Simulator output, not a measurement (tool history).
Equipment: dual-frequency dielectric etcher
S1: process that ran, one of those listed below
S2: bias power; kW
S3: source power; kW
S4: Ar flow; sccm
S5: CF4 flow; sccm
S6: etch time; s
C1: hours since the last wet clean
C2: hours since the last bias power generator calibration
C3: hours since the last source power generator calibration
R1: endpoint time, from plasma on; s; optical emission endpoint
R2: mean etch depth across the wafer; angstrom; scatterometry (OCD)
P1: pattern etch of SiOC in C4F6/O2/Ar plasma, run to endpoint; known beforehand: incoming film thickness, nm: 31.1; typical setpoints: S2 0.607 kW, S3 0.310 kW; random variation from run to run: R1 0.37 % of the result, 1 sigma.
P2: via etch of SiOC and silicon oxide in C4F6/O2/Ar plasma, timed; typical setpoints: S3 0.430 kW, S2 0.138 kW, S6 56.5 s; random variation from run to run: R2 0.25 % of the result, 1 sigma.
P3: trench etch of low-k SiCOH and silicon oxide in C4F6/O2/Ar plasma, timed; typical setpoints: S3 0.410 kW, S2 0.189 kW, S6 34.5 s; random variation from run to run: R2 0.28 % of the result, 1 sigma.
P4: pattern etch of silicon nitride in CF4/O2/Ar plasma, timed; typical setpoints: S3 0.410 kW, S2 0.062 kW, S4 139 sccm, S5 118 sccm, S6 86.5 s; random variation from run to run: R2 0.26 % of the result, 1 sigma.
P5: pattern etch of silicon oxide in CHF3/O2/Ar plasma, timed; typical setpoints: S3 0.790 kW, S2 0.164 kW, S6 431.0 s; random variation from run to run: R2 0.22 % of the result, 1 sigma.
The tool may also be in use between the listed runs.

run,day,S1,S2,S3,S4,S5,S6,C1,C2,C3,R1,R2
1,0.158,P1,0.607,0.310,,,,429.1,377.5,1800.2,10.3560,
2,0.450,P1,0.743,0.310,,,,436.1,384.5,1807.2,9.6632,
3,0.612,P1,0.765,0.230,,,,440.0,388.4,1811.1,10.5530,
4,0.821,P1,0.607,0.310,,,,445.0,393.4,1816.1,10.4820,
5,1.146,P1,0.607,0.210,,,,452.8,401.2,1823.9,11.9980,
6,1.296,P4,0.062,0.410,139,118,86.5,456.4,404.8,1827.5,,1529.90
7,1.488,P5,0.113,0.790,,,431.0,461.0,409.4,1832.1,,8102.70
8,1.688,P2,0.138,0.430,,,79.0,465.8,414.2,1836.9,,841.56
9,1.896,P3,0.137,0.410,,,34.5,470.8,419.2,1841.9,,969.30
10,2.058,P3,0.189,0.410,,,22.0,474.7,423.1,1845.8,,682.67
11,2.229,P5,0.164,0.790,,,431.0,478.8,427.2,1849.9,,9084.90
12,2.404,P1,0.607,0.310,,,,483.0,431.4,1854.1,10.3600,
13,2.596,P4,0.047,0.410,139,118,86.5,487.6,436.0,1858.7,,1371.20
14,2.738,P1,0.607,0.310,,,,491.0,439.4,1862.1,10.3420,
15,3.046,P2,0.138,0.430,,,56.5,498.4,446.8,1869.5,,603.21
16,3.362,P3,0.189,0.510,,,34.5,506.0,454.4,1877.1,,1166.00
17,3.517,P1,0.488,0.310,,,,509.7,458.1,1880.8,11.2520,
18,3.667,P5,0.164,0.790,,,605.0,513.3,461.7,1884.4,,12763.00
19,3.988,P4,0.062,0.410,88,118,86.5,521.0,469.4,1892.1,,1599.90
20,4.271,P1,0.493,0.410,,,,527.8,476.2,1898.9,10.1380,
21,4.538,P4,0.062,0.490,139,118,86.5,534.2,482.6,1905.3,,1788.30
22,4.708,P4,0.062,0.410,139,118,55.5,538.3,486.7,1909.4,,977.41
23,4.892,P2,0.138,0.510,,,56.5,542.7,491.1,1913.8,,644.06
24,5.146,P5,0.164,1.100,,,431.0,548.8,497.2,1919.9,,10328.00
25,5.388,P1,0.782,0.210,,,,554.6,503.0,1925.7,10.8810,
26,5.621,P2,0.138,0.430,,,56.5,560.2,508.6,1931.3,,601.91
27,5.871,P4,0.062,0.410,139,74,86.5,566.2,514.6,1937.3,,1447.20
28,6.162,P1,0.607,0.310,,,,573.2,521.6,1944.3,10.4400,
29,6.421,P3,0.189,0.410,,,34.5,579.4,527.8,1950.5,,1071.10
30,6.646,P1,0.607,0.410,,,,584.8,533.2,1955.9,9.3879,
31,6.817,P2,0.174,0.430,,,56.5,588.9,537.3,1960.0,,646.82
32,7.108,P1,0.607,0.310,,,,595.9,544.3,1967.0,10.4200,
33,7.321,P1,0.607,0.310,,,,601.0,549.4,1972.1,10.4000,
34,7.562,P1,0.607,0.310,,,,606.8,555.2,1977.9,10.4690,
35,7.783,P1,0.607,0.310,,,,612.1,560.5,1983.2,10.5460,
36,7.971,P1,0.607,0.310,,,,616.6,565.0,1987.7,10.6170,
# day 8.108: wet clean of the chamber
37,8.254,P1,0.607,0.310,,,,3.6,571.8,1994.5,10.5520,
38,8.579,P1,0.607,0.310,,,,11.4,579.6,2002.3,10.5930,
39,8.767,P1,0.607,0.310,,,,15.9,584.1,2006.8,10.5340,
40,9.038,P1,0.607,0.310,,,,22.4,590.6,2013.3,10.5640,
41,9.196,P1,0.607,0.310,,,,26.2,594.4,2017.1,10.5780,
42,9.500,P1,0.607,0.310,,,,33.5,601.7,2024.4,10.6030,
43,9.675,P1,0.607,0.310,,,,37.7,605.9,2028.6,10.6040,

What P1 gives has crept off from where it sat before. The 2 causes that follow fit the log equally well, each at the size noted:
A: bias power that arrives under what is set, % = 4.72
B: source power that arrives under what is set, % = 5
Onset of the creep was near day 7.108.
Excluded causes, each with its reason:
chamber walls in a state that lowers the etch rate, %: its service at day 8.108 followed the start of the drift and did not put the process back to its old value

Question marks stand in for the results of the 4 check runs listed below, each run on one wafer. Under which run would the listed causes show clearly different results?
check 1,9.850,P4,0.062,0.410,139,118,86.5,,,,,?
check 2,9.850,P3,0.189,0.410,,,34.5,,,,,?
check 3,9.850,P2,0.138,0.430,,,56.5,,,,,?
check 4,9.850,P5,0.164,0.790,,,431.0,,,,,?

If the cause were each of the candidates in turn, the checks would give the following:
check,result,if A,if B
check 1,R2,1498.90,1462.10
check 2,R2,1052.40,1047.60
check 3,R2,593.67,590.29
check 4,R2,8966.10,8927.60
Separation of the two closest causes in each check, using whichever result separates them best: check 1 2.49 %; check 2 0.46 %; check 3 0.57 %; check 4 0.43 %
Check 1 distinguishes between the causes, while the remaining checks would return nearly the same result for all of them.

Then check 1 was run and gave: R2 1496.30 angstrom. Which cause is it?

It was cause A: bias power that arrives under what is set, %.

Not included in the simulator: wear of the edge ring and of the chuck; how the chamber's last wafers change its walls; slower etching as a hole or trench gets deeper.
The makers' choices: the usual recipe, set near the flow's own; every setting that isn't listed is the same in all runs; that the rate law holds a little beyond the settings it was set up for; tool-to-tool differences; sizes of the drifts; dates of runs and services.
